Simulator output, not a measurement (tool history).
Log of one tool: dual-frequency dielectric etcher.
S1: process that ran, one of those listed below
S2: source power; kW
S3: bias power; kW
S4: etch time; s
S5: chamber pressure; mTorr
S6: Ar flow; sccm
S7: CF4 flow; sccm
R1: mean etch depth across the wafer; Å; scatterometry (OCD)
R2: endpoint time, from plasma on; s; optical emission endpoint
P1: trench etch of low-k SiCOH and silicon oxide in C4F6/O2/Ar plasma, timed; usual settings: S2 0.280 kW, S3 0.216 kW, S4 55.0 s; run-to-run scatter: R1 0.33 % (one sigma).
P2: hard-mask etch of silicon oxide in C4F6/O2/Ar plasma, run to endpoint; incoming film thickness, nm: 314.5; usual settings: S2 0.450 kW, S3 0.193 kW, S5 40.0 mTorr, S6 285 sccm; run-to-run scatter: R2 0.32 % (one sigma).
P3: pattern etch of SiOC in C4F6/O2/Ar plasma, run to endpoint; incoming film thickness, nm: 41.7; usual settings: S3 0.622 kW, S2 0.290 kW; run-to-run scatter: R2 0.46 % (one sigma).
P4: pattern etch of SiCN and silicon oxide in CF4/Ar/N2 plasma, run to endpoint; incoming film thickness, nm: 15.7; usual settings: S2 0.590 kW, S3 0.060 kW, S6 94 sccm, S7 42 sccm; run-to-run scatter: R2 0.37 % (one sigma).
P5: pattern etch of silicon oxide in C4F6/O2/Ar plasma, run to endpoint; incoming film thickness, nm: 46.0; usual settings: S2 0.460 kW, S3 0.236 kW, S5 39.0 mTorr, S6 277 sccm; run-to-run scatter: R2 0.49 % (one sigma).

Run 1, hour 3.9: S1 P1, S2 0.280 kW, S3 0.216 kW, S4 55.0 s. Result: R1 1647.4 Å.
Run 2, hour 9.8: S1 P1, S2 0.280 kW, S3 0.216 kW, S4 69.0 s. Result: R1 2054.3 Å.
Run 3, hour 16.5: S1 P2, S2 0.450 kW, S3 0.193 kW, S5 40.0 mTorr, S6 285 sccm. Result: R2 96.556 s.
Run 4, hour 19.6: S1 P4, S2 0.750 kW, S3 0.060 kW, S6 94 sccm, S7 42 sccm. Result: R2 13.390 s.
Run 5, hour 26.0: S1 P1, S2 0.280 kW, S3 0.216 kW, S4 55.0 s. Result: R1 1637.3 Å.
Run 6, hour 30.2: S1 P5, S2 0.460 kW, S3 0.236 kW, S5 39.0 mTorr, S6 277 sccm. Result: R2 13.045 s.
Run 7, hour 36.1: S1 P3, S2 0.290 kW, S3 0.622 kW. Result: R2 14.446 s.
Run 8, hour 39.8: S1 P2, S2 0.450 kW, S3 0.273 kW, S5 40.0 mTorr, S6 285 sccm. Result: R2 86.288 s.
Run 9, hour 42.8: S1 P1, S2 0.280 kW, S3 0.216 kW, S4 55.0 s. Result: R1 1635.8 Å.
Run 10, hour 49.3: S1 P4, S2 0.590 kW, S3 0.060 kW, S6 60 sccm, S7 42 sccm. Result: R2 15.357 s.
Run 11, hour 52.2: S1 P1, S2 0.280 kW, S3 0.135 kW, S4 55.0 s. Result: R1 1424.1 Å.
Run 12, hour 58.5: S1 P1, S2 0.230 kW, S3 0.216 kW, S4 55.0 s. Result: R1 1524.1 Å.
Run 13, hour 64.9: S1 P5, S2 0.610 kW, S3 0.236 kW, S5 39.0 mTorr, S6 277 sccm. Result: R2 11.634 s.
Run 14, hour 70.4: S1 P3, S2 0.290 kW, S3 0.493 kW. Result: R2 15.692 s.
Run 15, hour 75.7: S1 P1, S2 0.280 kW, S3 0.216 kW, S4 40.0 s. Result: R1 1191.4 Å.
Run 16, hour 82.4: S1 P1, S2 0.370 kW, S3 0.216 kW, S4 55.0 s. Result: R1 1829.4 Å.
Run 17, hour 86.7: S1 P2, S2 0.450 kW, S3 0.193 kW, S5 40.0 mTorr, S6 285 sccm. Result: R2 96.416 s.
Run 18, hour 90.4: S1 P3, S2 0.390 kW, S3 0.622 kW. Result: R2 12.943 s.
Run 19, hour 95.3: S1 P5, S2 0.460 kW, S3 0.236 kW, S5 39.0 mTorr, S6 213 sccm. Result: R2 12.667 s.
Run 20, hour 100.8: S1 P3, S2 0.290 kW, S3 0.622 kW. Result: R2 14.553 s.
Run 21, hour 105.4: S1 P1, S2 0.280 kW, S3 0.256 kW, S4 37.5 s. Result: R1 1183.1 Å.
Run 22, hour 111.2: S1 P5, S2 0.460 kW, S3 0.139 kW, S5 39.0 mTorr, S6 277 sccm. Result: R2 15.325 s.
Run 23, hour 115.7: S1 P2, S2 0.450 kW, S3 0.193 kW, S5 40.0 mTorr, S6 203 sccm. Result: R2 92.583 s.
Run 24, hour 120.6: S1 P4, S2 0.590 kW, S3 0.060 kW, S6 94 sccm, S7 31 sccm. Result: R2 17.539 s.
Run 25, hour 126.5: S1 P5, S2 0.460 kW, S3 0.236 kW, S5 55.5 mTorr, S6 277 sccm. Result: R2 13.481 s.
Run 26, hour 131.9: S1 P1, S2 0.280 kW, S3 0.154 kW, S4 66.0 s. Result: R1 1764.7 Å.
Run 27, hour 136.8: S1 P2, S2 0.270 kW, S3 0.193 kW, S5 40.0 mTorr, S6 285 sccm. Result: R2 117.560 s.
Run 28, hour 143.2: S1 P4, S2 0.590 kW, S3 0.060 kW, S6 94 sccm, S7 42 sccm. Result: R2 16.515 s.
Run 29, hour 146.7: S1 P4, S2 0.590 kW, S3 0.036 kW, S6 94 sccm, S7 42 sccm. Result: R2 19.525 s.
Run 30, hour 150.2: S1 P2, S2 0.450 kW, S3 0.193 kW, S5 26.5 mTorr, S6 285 sccm. Result: R2 92.290 s.
Run 31, hour 155.3: S1 P5, S2 0.460 kW, S3 0.236 kW, S5 39.0 mTorr, S6 277 sccm. Result: R2 12.981 s.
Run 32, hour 159.3: S1 P1, S2 0.280 kW, S3 0.216 kW, S4 55.0 s. Result: R1 1644.7 Å.
Run 33, hour 163.0: S1 P1, S2 0.280 kW, S3 0.257 kW, S4 55.0 s. Result: R1 1741.9 Å.
Run 34, hour 168.8: S1 P1, S2 0.280 kW, S3 0.216 kW, S4 55.0 s. Result: R1 1646.1 Å.
Run 35, hour 172.6: S1 P1, S2 0.280 kW, S3 0.216 kW, S4 55.0 s. Result: R1 1636.0 Å.
Run 36, hour 176.3: S1 P1, S2 0.280 kW, S3 0.216 kW, S4 55.0 s. Result: R1 1627.1 Å.
At hour 180.6: wet clean of the chamber.
Run 37, hour 180.6: S1 P1, S2 0.280 kW, S3 0.216 kW, S4 55.0 s. Result: R1 1624.5 Å.
Run 38, hour 185.3: S1 P1, S2 0.280 kW, S3 0.216 kW, S4 55.0 s. Result: R1 1620.7 Å.
Run 39, hour 190.1: S1 P1, S2 0.280 kW, S3 0.216 kW, S4 55.0 s. Result: R1 1622.7 Å.
Run 40, hour 194.0: S1 P1, S2 0.280 kW, S3 0.216 kW, S4 55.0 s. Result: R1 1617.2 Å.
Run 41, hour 198.6: S1 P1, S2 0.280 kW, S3 0.216 kW, S4 55.0 s. Result: R1 1622.3 Å.

What P1 gives has crept away from where it was. These 2 causes fit the log equally well, each at the size given:
A: source power that arrives under what is set, % = 4.24
B: bias power that arrives under what is set, % = 4.84
The creep began at about hour 168.8.
Why every other cause is out:
chamber walls in a state that lowers the etch rate, %: serviced at hour 180.6, which brought nothing back

4 check runs are offered, each on 2 wafers whose results are averaged, their results left as question marks. Which one tells the causes apart?
Run check 1, hour 203.2: S1 P5, S2 0.550 kW, S3 0.143 kW, S5 39.0 mTorr, S6 277 sccm. Result: R2 ?.
Run check 2, hour 203.2: S1 P4, S2 0.590 kW, S3 0.050 kW, S6 61 sccm, S7 42 sccm. Result: R2 ?.
Run check 3, hour 203.2: S1 P2, S2 0.290 kW, S3 0.193 kW, S5 40.0 mTorr, S6 210 sccm. Result: R2 ?.
Run check 4, hour 203.2: S1 P3, S2 0.390 kW, S3 0.506 kW. Result: R2 ?.

What each check would give under each cause:
  check  result     if A     if B
check 1      R2   14.342   14.301
check 2      R2   16.897   16.500
check 3      R2  112.320  112.270
check 4      R2   14.274   14.311
How far apart the two closest causes lie, in the result that separates them most: check 1 0.29 %; check 2 2.38 %; check 3 0.05 %; check 4 0.26 %
Only check 2 tells the causes apart: in the others they would give nearly the same result.

Then check 2 was run and gave: R2 16.494 s. Which cause is it?

It is B: bias power that arrives under what is set, %.
